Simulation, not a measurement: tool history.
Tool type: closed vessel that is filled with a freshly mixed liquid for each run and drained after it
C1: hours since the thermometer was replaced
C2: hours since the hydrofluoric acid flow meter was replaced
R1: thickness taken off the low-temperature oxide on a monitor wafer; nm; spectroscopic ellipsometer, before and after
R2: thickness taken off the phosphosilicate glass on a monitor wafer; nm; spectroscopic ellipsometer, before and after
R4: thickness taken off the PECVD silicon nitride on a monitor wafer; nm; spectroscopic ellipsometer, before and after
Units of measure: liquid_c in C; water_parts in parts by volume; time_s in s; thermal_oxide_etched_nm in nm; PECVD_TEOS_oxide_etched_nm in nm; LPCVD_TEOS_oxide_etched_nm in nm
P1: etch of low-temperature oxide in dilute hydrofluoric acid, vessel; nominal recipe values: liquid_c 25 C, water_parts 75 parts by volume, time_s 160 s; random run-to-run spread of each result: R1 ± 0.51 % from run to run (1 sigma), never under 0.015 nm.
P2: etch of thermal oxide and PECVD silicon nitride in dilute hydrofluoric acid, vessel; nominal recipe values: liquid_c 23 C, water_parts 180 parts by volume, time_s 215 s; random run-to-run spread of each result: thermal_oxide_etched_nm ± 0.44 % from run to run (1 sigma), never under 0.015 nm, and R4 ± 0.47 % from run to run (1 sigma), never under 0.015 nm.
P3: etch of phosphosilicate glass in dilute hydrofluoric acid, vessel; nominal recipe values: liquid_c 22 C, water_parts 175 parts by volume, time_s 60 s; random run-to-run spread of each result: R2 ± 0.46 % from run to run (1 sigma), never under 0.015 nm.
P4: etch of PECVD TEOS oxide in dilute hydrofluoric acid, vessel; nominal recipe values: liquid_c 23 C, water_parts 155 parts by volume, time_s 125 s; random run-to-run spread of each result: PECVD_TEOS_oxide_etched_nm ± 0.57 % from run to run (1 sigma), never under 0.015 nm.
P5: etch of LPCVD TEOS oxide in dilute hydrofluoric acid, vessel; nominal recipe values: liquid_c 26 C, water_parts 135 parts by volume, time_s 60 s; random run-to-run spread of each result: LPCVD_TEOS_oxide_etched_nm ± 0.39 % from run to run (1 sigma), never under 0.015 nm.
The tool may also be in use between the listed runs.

{"run": 1, "hour": 8.1, "process": "P1", "liquid_c": 25, "water_parts": 75, "time_s": 160, "C1": 1147.5, "C2": 1268.8, "R1": 46.786}
{"run": 2, "hour": 12.9, "process": "P3", "liquid_c": 22, "water_parts": 285, "time_s": 60, "C1": 1152.3, "C2": 1273.6, "R2": 31.601}
{"run": 3, "hour": 19.4, "process": "P1", "liquid_c": 25, "water_parts": 130, "time_s": 160, "C1": 1158.8, "C2": 1280.1, "R1": 25.129}
{"run": 4, "hour": 27.1, "process": "P2", "liquid_c": 30.5, "water_parts": 180, "time_s": 215, "C1": 1166.5, "C2": 1287.8, "thermal_oxide_etched_nm": 6.6539, "R4": 6.8528}
{"run": 5, "hour": 32.4, "process": "P1", "liquid_c": 25, "water_parts": 75, "time_s": 160, "C1": 1171.8, "C2": 1293.1, "R1": 46.925}
{"run": 6, "hour": 40.0, "process": "P4", "liquid_c": 23, "water_parts": 155, "time_s": 125, "C1": 1179.4, "C2": 1300.7, "PECVD_TEOS_oxide_etched_nm": 15.114}
{"run": 7, "hour": 45.1, "process": "P2", "liquid_c": 23, "water_parts": 180, "time_s": 390, "C1": 1184.5, "C2": 1305.8, "thermal_oxide_etched_nm": 9.1147, "R4": 7.8069}
{"run": 8, "hour": 51.8, "process": "P4", "liquid_c": 23, "water_parts": 155, "time_s": 200, "C1": 1191.2, "C2": 1312.5, "PECVD_TEOS_oxide_etched_nm": 24.218}
{"run": 9, "hour": 58.1, "process": "P2", "liquid_c": 23, "water_parts": 55, "time_s": 215, "C1": 1197.5, "C2": 1318.8, "thermal_oxide_etched_nm": 19.01, "R4": 13.811}
{"run": 10, "hour": 63.0, "process": "P4", "liquid_c": 23, "water_parts": 40, "time_s": 125, "C1": 1202.4, "C2": 1323.7, "PECVD_TEOS_oxide_etched_nm": 67.707}
{"run": 11, "hour": 70.7, "process": "P1", "liquid_c": 21.5, "water_parts": 110, "time_s": 160, "C1": 1210.1, "C2": 1331.4, "R1": 26.536}
{"run": 12, "hour": 76.9, "process": "P1", "liquid_c": 25, "water_parts": 75, "time_s": 235, "C1": 1216.3, "C2": 1337.6, "R1": 68.216}
{"run": 13, "hour": 81.5, "process": "P3", "liquid_c": 22, "water_parts": 175, "time_s": 60, "C1": 1220.9, "C2": 1342.2, "R2": 57.246}
{"run": 14, "hour": 85.5, "process": "P4", "liquid_c": 23, "water_parts": 155, "time_s": 125, "C1": 1224.9, "C2": 1346.2, "PECVD_TEOS_oxide_etched_nm": 15.244}
{"run": 15, "hour": 93.7, "process": "P5", "liquid_c": 26, "water_parts": 45, "time_s": 60, "C1": 1233.1, "C2": 1354.4, "LPCVD_TEOS_oxide_etched_nm": 84.665}
{"run": 16, "hour": 97.6, "process": "P1", "liquid_c": 25, "water_parts": 75, "time_s": 160, "C1": 1237, "C2": 1358.3, "R1": 46.944}
{"run": 17, "hour": 102.4, "process": "P1", "liquid_c": 25, "water_parts": 75, "time_s": 160, "C1": 1241.8, "C2": 1363.1, "R1": 46.503}
{"run": 18, "hour": 106.9, "process": "P4", "liquid_c": 31, "water_parts": 155, "time_s": 125, "C1": 1246.3, "C2": 1367.6, "PECVD_TEOS_oxide_etched_nm": 20.481}
{"run": 19, "hour": 113.7, "process": "P1", "liquid_c": 25, "water_parts": 25, "time_s": 160, "C1": 1253.1, "C2": 1374.4, "R1": 151.07}
{"run": 20, "hour": 119.2, "process": "P3", "liquid_c": 22, "water_parts": 175, "time_s": 100, "C1": 1258.6, "C2": 1379.9, "R2": 96.407}
{"run": 21, "hour": 126.4, "process": "P5", "liquid_c": 19.5, "water_parts": 135, "time_s": 60, "C1": 1265.8, "C2": 1387.1, "LPCVD_TEOS_oxide_etched_nm": 19.433}

What does the tool deliver on the next run?
{"run": 22, "hour": 131.0, "process": "P3", "liquid_c": 17, "water_parts": 175, "time_s": 60, "C1": 1270.4, "C2": 1391.7, "R2": "?"}

Run 22 produced R2 47.109 nm.
